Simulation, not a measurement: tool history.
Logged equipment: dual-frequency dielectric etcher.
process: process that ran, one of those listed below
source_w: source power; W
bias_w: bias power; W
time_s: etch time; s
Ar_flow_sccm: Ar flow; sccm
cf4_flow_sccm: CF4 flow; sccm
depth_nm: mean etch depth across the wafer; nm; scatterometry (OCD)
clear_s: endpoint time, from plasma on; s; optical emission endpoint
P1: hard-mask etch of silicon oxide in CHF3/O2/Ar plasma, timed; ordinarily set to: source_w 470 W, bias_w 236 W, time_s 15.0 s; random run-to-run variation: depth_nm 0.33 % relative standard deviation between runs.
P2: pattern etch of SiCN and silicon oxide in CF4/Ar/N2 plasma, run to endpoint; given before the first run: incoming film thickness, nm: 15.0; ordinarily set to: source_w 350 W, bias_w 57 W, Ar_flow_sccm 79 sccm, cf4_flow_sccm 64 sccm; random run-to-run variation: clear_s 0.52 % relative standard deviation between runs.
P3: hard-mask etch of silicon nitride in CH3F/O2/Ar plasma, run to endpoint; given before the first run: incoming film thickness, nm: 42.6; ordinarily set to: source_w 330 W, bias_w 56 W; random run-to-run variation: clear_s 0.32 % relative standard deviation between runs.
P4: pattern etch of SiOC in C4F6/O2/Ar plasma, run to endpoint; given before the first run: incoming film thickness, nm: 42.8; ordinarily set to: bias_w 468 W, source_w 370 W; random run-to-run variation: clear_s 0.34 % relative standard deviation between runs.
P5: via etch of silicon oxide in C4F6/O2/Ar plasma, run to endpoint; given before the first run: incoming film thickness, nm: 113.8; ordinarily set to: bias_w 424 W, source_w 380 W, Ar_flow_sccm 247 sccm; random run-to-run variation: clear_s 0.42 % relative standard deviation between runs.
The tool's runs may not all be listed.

| run | day | process | source_w | bias_w | time_s | Ar_flow_sccm | cf4_flow_sccm | hours since the last wet clean | hours since the last source power generator calibration | hours since the last bias power generator calibration | depth_nm | clear_s |
|---|---|---|---|---|---|---|---|---|---|---|---|---|
| 1 | 0.438 | P1 | 470 | 236 | 15.0 |  |  | 166.8 | 673.6 | 2206.6 | 29.195 |  |
| 2 | 1.233 | P1 | 470 | 236 | 20.5 |  |  | 185.9 | 692.7 | 2225.7 | 40.258 |  |
| 3 | 2.004 | P1 | 570 | 306 | 15.0 |  |  | 204.4 | 711.2 | 2244.2 | 34.783 |  |
| 4 | 2.525 | P4 | 370 | 468 |  |  |  | 216.9 | 723.7 | 2256.7 |  | 15.070 |
| 5 | 3.308 | P4 | 450 | 468 |  |  |  | 235.7 | 742.5 | 2275.5 |  | 14.100 |
| 6 | 3.971 | P1 | 470 | 174 | 15.0 |  |  | 251.6 | 758.4 | 2291.4 | 26.455 |  |
| 7 | 4.467 | P5 | 380 | 424 |  | 194 |  | 263.5 | 770.3 | 2303.3 |  | 25.127 |
| 8 | 4.862 | P2 | 350 | 57 |  | 49 | 64 | 273.0 | 779.8 | 2312.8 |  | 22.097 |
| 9 | 5.667 | P1 | 470 | 236 | 15.0 |  |  | 292.3 | 799.1 | 2332.1 | 29.411 |  |
| 10 | 6.475 | P1 | 550 | 177 | 15.0 |  |  | 311.7 | 818.5 | 2351.5 | 28.299 |  |
| 11 | 7.188 | P4 | 370 | 306 |  |  |  | 328.8 | 835.6 | 2368.6 |  | 17.672 |
| 12 | 7.921 | P1 | 470 | 236 | 8.5 |  |  | 346.4 | 853.2 | 2386.2 | 16.675 |  |
| 13 | 8.492 | P3 | 330 | 56 |  |  |  | 360.1 | 866.9 | 2399.9 |  | 74.863 |
| 14 | 8.846 | P1 | 580 | 236 | 15.0 |  |  | 368.6 | 875.4 | 2408.4 | 31.731 |  |
| 15 | 9.238 | P4 | 370 | 468 |  |  |  | 378.0 | 884.8 | 2417.8 |  | 15.172 |
| 16 | 9.988 | P2 | 350 | 77 |  | 79 | 64 | 396.0 | 902.8 | 2435.8 |  | 21.648 |
| 17 | 10.538 | P2 | 350 | 57 |  | 79 | 80 | 409.2 | 916.0 | 2449.0 |  | 22.802 |
| 18 | 10.946 | P3 | 330 | 34 |  |  |  | 419.0 | 925.8 | 2458.8 |  | 87.358 |
| 19 | 11.592 | P1 | 320 | 236 | 10.0 |  |  | 434.5 | 941.3 | 2474.3 | 17.073 |  |
| 20 | 12.383 | P3 | 330 | 56 |  |  |  | 453.5 | 960.3 | 2493.3 |  | 75.362 |
| 21 | 13.054 | P1 | 470 | 236 | 15.0 |  |  | 469.6 | 976.4 | 2509.4 | 29.374 |  |
| 22 | 13.617 | P1 | 470 | 236 | 15.0 |  |  | 483.1 | 989.9 | 2522.9 | 29.258 |  |
| 23 | 14.125 | P1 | 290 | 236 | 15.0 |  |  | 495.3 | 1002.1 | 2535.1 | 24.438 |  |
| 24 | 14.554 | P1 | 470 | 236 | 15.0 |  |  | 505.6 | 1012.4 | 2545.4 | 29.239 |  |
| 25 | 15.108 | P5 | 510 | 424 |  | 247 |  | 518.9 | 1025.7 | 2558.7 |  | 23.272 |
| 26 | 15.750 | P2 | 350 | 57 |  | 79 | 64 | 534.3 | 1041.1 | 2574.1 |  | 23.560 |
| 27 | 16.133 | P5 | 380 | 269 |  | 247 |  | 543.5 | 1050.3 | 2583.3 |  | 30.500 |
| 28 | 16.521 | P1 | 470 | 297 | 15.0 |  |  | 552.8 | 1059.6 | 2592.6 | 31.793 |  |
| 29 | 16.975 | P2 | 350 | 57 |  | 79 | 64 | 563.7 | 1070.5 | 2603.5 |  | 23.555 |
| 30 | 17.662 | P5 | 380 | 424 |  | 247 |  | 580.2 | 1087.0 | 2620.0 |  | 26.006 |
| 31 | 18.262 | P2 | 500 | 57 |  | 79 | 64 | 594.6 | 1101.4 | 2634.4 |  | 17.236 |
| 32 | 18.725 | P1 | 470 | 236 | 15.0 |  |  | 605.7 | 1112.5 | 2645.5 | 29.322 |  |
| 33 | 19.367 | P3 | 430 | 56 |  |  |  | 621.1 | 1127.9 | 2660.9 |  | 67.532 |
| 34 | 19.783 | P5 | 380 | 424 |  | 247 |  | 631.1 | 1137.9 | 2670.9 |  | 26.102 |
| 35 | 20.304 | P1 | 470 | 236 | 15.0 |  |  | 643.6 | 1150.4 | 2683.4 | 29.404 |  |
| 36 | 21.054 | P1 | 470 | 236 | 15.0 |  |  | 661.6 | 1168.4 | 2701.4 | 29.255 |  |
| 37 | 21.808 | P1 | 470 | 236 | 15.0 |  |  | 679.7 | 1186.5 | 2719.5 | 29.085 |  |
| 38 | 22.279 | P1 | 470 | 236 | 15.0 |  |  | 691.0 | 1197.8 | 2730.8 | 29.128 |  |
| 39 | 23.083 | P1 | 470 | 236 | 15.0 |  |  | 710.3 | 1217.1 | 2750.1 | 28.844 |  |
|  | 23.671 | wet clean of the chamber |
| 40 | 23.700 | P1 | 470 | 236 | 15.0 |  |  | 0.7 | 1231.9 | 2764.9 | 29.053 |  |
| 41 | 24.504 | P1 | 470 | 236 | 15.0 |  |  | 20.0 | 1251.2 | 2784.2 | 29.104 |  |
| 42 | 25.154 | P1 | 470 | 236 | 15.0 |  |  | 35.6 | 1266.8 | 2799.8 | 29.006 |  |
| 43 | 25.733 | P1 | 470 | 236 | 15.0 |  |  | 49.5 | 1280.7 | 2813.7 | 28.877 |  |
| 44 | 26.325 | P1 | 470 | 236 | 15.0 |  |  | 63.7 | 1294.9 | 2827.9 | 28.892 |  |
| 45 | 27.017 | P1 | 470 | 236 | 15.0 |  |  | 80.3 | 1311.5 | 2844.5 | 28.848 |  |
| 46 | 27.483 | P1 | 470 | 236 | 15.0 |  |  | 91.5 | 1322.7 | 2855.7 | 28.902 |  |

Compared with where it was, what P1 gives has crept away. Each cause listed below fits the log as well as the rest, at the size given for it:
A: source power that arrives under what is set, % = 4.27
B: bias power that arrives under what is set, % = 4.47
The process output started creeping at around day 20.304.
Other possible causes, and why each is ruled out:
chamber walls in a state that lowers the etch rate, %: serviced after onset, at day 23.671, with no recovery of the prior output

Below are 4 check runs, each averaged over 3 wafers, with their results shown as question marks. Which of them would give clearly different results depending on which cause is behind the drift?
| check 1 | 27.950 | P5 | 380 | 424 |  | 247 |  |  |  |  |  | ? |
| check 2 | 27.950 | P3 | 330 | 56 |  |  |  |  |  |  |  | ? |
| check 3 | 27.950 | P4 | 370 | 468 |  |  |  |  |  |  |  | ? |
| check 4 | 27.950 | P2 | 350 | 57 |  | 79 | 64 |  |  |  |  | ? |

Check results expected under each cause:
| check | result | if A | if B |
|---|---|---|---|
| check 1 | clear_s | 26.394 | 26.407 |
| check 2 | clear_s | 76.276 | 76.136 |
| check 3 | clear_s | 15.368 | 15.380 |
| check 4 | clear_s | 24.478 | 23.891 |
Gap, in per cent, between the two causes that each check separates least, read from the result that separates them most: check 1 0.05 %; check 2 0.18 %; check 3 0.08 %; check 4 2.42 %
The other checks would show nearly matching results whichever cause is true, so check 4 is the only one that separates the causes.

Check 4 was carried out, with these results: clear_s 24.413 s. Which of the listed causes is responsible?

It was cause A: source power that arrives under what is set, %.
